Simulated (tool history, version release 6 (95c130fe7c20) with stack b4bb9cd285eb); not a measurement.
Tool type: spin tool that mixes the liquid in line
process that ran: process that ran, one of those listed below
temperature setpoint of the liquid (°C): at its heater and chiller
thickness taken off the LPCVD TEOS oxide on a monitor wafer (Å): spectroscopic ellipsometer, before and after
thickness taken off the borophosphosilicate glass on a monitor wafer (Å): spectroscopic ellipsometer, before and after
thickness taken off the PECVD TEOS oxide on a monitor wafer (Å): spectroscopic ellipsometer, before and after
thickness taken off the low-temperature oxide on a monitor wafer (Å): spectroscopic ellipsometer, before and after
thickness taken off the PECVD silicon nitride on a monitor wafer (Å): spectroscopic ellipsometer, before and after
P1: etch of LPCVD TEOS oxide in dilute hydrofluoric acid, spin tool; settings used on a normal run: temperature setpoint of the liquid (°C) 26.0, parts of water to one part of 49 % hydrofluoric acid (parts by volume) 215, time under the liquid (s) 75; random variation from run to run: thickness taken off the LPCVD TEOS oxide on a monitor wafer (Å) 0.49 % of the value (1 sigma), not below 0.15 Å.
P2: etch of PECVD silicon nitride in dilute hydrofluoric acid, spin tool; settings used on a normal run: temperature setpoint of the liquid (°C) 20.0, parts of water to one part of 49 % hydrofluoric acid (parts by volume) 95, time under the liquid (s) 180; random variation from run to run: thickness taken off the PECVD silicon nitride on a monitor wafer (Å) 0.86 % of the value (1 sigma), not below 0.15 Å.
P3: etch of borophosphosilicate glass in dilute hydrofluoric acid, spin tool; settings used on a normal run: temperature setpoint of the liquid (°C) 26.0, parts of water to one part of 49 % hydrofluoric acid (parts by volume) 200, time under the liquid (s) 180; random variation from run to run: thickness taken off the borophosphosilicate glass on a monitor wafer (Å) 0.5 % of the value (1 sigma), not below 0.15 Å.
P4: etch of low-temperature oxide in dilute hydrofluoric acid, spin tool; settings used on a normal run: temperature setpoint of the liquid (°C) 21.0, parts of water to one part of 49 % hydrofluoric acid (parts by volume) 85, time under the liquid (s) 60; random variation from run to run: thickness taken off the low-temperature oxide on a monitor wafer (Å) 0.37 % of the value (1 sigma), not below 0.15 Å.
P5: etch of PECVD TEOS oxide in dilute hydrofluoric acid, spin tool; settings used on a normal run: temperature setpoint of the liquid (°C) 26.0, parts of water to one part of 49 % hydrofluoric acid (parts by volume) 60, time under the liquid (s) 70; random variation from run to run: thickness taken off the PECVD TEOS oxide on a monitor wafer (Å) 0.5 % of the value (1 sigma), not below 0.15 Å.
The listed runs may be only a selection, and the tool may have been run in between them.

| run | hour | process that ran | temperature setpoint of the liquid (°C) | parts of water to one part of 49 % hydrofluoric acid (parts by volume) | time under the liquid (s) | thickness taken off the LPCVD TEOS oxide on a monitor wafer (Å) | thickness taken off the borophosphosilicate glass on a monitor wafer (Å) | thickness taken off the PECVD TEOS oxide on a monitor wafer (Å) | thickness taken off the low-temperature oxide on a monitor wafer (Å) | thickness taken off the PECVD silicon nitride on a monitor wafer (Å) |
|---|---|---|---|---|---|---|---|---|---|---|
| 1 | 9.0 | P1 | 26.0 | 215 | 75 | 72.338 |  |  |  |  |
| 2 | 25.6 | P1 | 26.0 | 370 | 75 | 35.655 |  |  |  |  |
| 3 | 36.0 | P3 | 33.5 | 200 | 180 |  | 297.96 |  |  |  |
| 4 | 50.5 | P1 | 26.0 | 215 | 120 | 116.490 |  |  |  |  |
| 5 | 62.7 | P1 | 32.5 | 215 | 75 | 90.192 |  |  |  |  |
| 6 | 78.6 | P1 | 26.0 | 215 | 15 | 14.166 |  |  |  |  |
| 7 | 87.1 | P5 | 34.0 | 60 | 70 |  |  | 177.760 |  |  |
| 8 | 97.3 | P4 | 21.0 | 85 | 60 |  |  |  | 67.625 |  |
| 9 | 108.9 | P1 | 26.0 | 130 | 75 | 131.190 |  |  |  |  |
| 10 | 119.8 | P4 | 21.0 | 145 | 60 |  |  |  | 37.143 |  |
| 11 | 134.4 | P4 | 21.0 | 85 | 20 |  |  |  | 22.296 |  |
| 12 | 148.8 | P5 | 26.0 | 95 | 70 |  |  | 79.635 |  |  |
| 13 | 160.1 | P3 | 26.0 | 200 | 180 |  | 230.14 |  |  |  |
| 14 | 171.8 | P2 | 17.0 | 95 | 180 |  |  |  |  | 25.382 |
| 15 | 183.7 | P1 | 26.0 | 215 | 75 | 72.066 |  |  |  |  |
| 16 | 199.2 | P2 | 20.0 | 95 | 360 |  |  |  |  | 61.640 |
| 17 | 209.5 | P4 | 28.5 | 85 | 60 |  |  |  | 90.906 |  |
| 18 | 223.7 | P1 | 26.0 | 215 | 75 | 71.595 |  |  |  |  |
| 19 | 234.6 | P1 | 19.0 | 140 | 75 | 91.995 |  |  |  |  |
| 20 | 246.5 | P1 | 20.5 | 215 | 75 | 59.112 |  |  |  |  |
| 21 | 254.9 | P5 | 26.0 | 60 | 70 |  |  | 131.470 |  |  |
| 22 | 265.5 | P1 | 26.0 | 215 | 75 | 72.992 |  |  |  |  |
| 23 | 277.6 | P5 | 26.0 | 60 | 15 |  |  | 28.100 |  |  |
| 24 | 293.5 | P2 | 20.0 | 20 | 180 |  |  |  |  | 139.520 |
| 25 | 305.9 | P3 | 26.0 | 90 | 180 |  | 589.59 |  |  |  |
| 26 | 315.2 | P2 | 20.0 | 95 | 180 |  |  |  |  | 31.636 |

What will run 27 give?
| 27 | 329.6 | P5 | 26.0 | 60 | 70 |  |  | ? |  |  |

{"run 27": {"thickness taken off the PECVD TEOS oxide on a monitor wafer (Å)": 131.31}}
